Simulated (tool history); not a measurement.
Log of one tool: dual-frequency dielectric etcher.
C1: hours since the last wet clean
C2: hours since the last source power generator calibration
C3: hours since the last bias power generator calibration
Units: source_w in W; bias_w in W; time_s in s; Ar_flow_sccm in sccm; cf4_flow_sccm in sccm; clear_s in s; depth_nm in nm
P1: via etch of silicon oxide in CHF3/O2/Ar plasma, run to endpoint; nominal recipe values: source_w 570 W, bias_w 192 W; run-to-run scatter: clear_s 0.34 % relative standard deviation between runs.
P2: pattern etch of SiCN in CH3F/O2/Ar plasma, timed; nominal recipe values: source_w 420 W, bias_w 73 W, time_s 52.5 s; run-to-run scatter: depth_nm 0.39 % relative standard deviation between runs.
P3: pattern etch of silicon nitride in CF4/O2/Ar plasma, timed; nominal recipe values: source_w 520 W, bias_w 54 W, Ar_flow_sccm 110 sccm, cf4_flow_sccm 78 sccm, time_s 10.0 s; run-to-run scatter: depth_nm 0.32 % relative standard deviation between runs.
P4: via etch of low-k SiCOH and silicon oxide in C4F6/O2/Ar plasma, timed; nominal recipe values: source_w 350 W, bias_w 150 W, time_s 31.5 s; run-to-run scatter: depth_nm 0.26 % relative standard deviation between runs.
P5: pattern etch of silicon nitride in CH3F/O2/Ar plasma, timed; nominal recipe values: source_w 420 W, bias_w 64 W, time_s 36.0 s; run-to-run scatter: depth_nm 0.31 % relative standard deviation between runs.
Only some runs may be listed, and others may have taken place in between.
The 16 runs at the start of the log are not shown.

Run 17, hour 214.3: process P1, source_w 570 W, bias_w 192 W; C1 369.4; C2 1425.0; C3 2989.6. Result: clear_s 384.08 s.
Run 18, hour 223.9: process P1, source_w 460 W, bias_w 144 W; C1 379.0; C2 1434.6; C3 2999.2. Result: clear_s 456.67 s.
Run 19, hour 240.7: process P1, source_w 570 W, bias_w 113 W; C1 395.8; C2 1451.4; C3 3016.0. Result: clear_s 453.43 s.
Run 20, hour 252.1: process P4, source_w 350 W, bias_w 193 W, time_s 31.5 s; C1 407.2; C2 1462.8; C3 3027.4. Result: depth_nm 73.241 nm.
Run 21, hour 267.1: process P4, source_w 350 W, bias_w 150 W, time_s 31.5 s; C1 422.2; C2 1477.8; C3 3042.4. Result: depth_nm 67.275 nm.
Run 22, hour 275.2: process P1, source_w 570 W, bias_w 192 W; C1 430.3; C2 1485.9; C3 3050.5. Result: clear_s 382.74 s.
Run 23, hour 289.2: process P5, source_w 420 W, bias_w 38 W, time_s 36.0 s; C1 444.3; C2 1499.9; C3 3064.5. Result: depth_nm 21.183 nm.
Run 24, hour 303.6: process P5, source_w 420 W, bias_w 64 W, time_s 36.0 s; C1 458.7; C2 1514.3; C3 3078.9. Result: depth_nm 24.804 nm.
Run 25, hour 312.1: process P2, source_w 420 W, bias_w 73 W, time_s 52.5 s; C1 467.2; C2 1522.8; C3 3087.4. Result: depth_nm 20.670 nm.
Run 26, hour 329.5: process P5, source_w 420 W, bias_w 64 W, time_s 24.5 s; C1 484.6; C2 1540.2; C3 3104.8. Result: depth_nm 16.973 nm.
Run 27, hour 344.7: process P2, source_w 420 W, bias_w 99 W, time_s 52.5 s; C1 499.8; C2 1555.4; C3 3120.0. Result: depth_nm 22.959 nm.

Predict the results of run 28:
Run 28, hour 355.4: process P3, source_w 310 W, bias_w 54 W, time_s 10.0 s, Ar_flow_sccm 110 sccm, cf4_flow_sccm 78 sccm; C1 510.5; C2 1566.1; C3 3130.7. Result: depth_nm ?.

{"run 28": {"depth_nm": 12.081}}
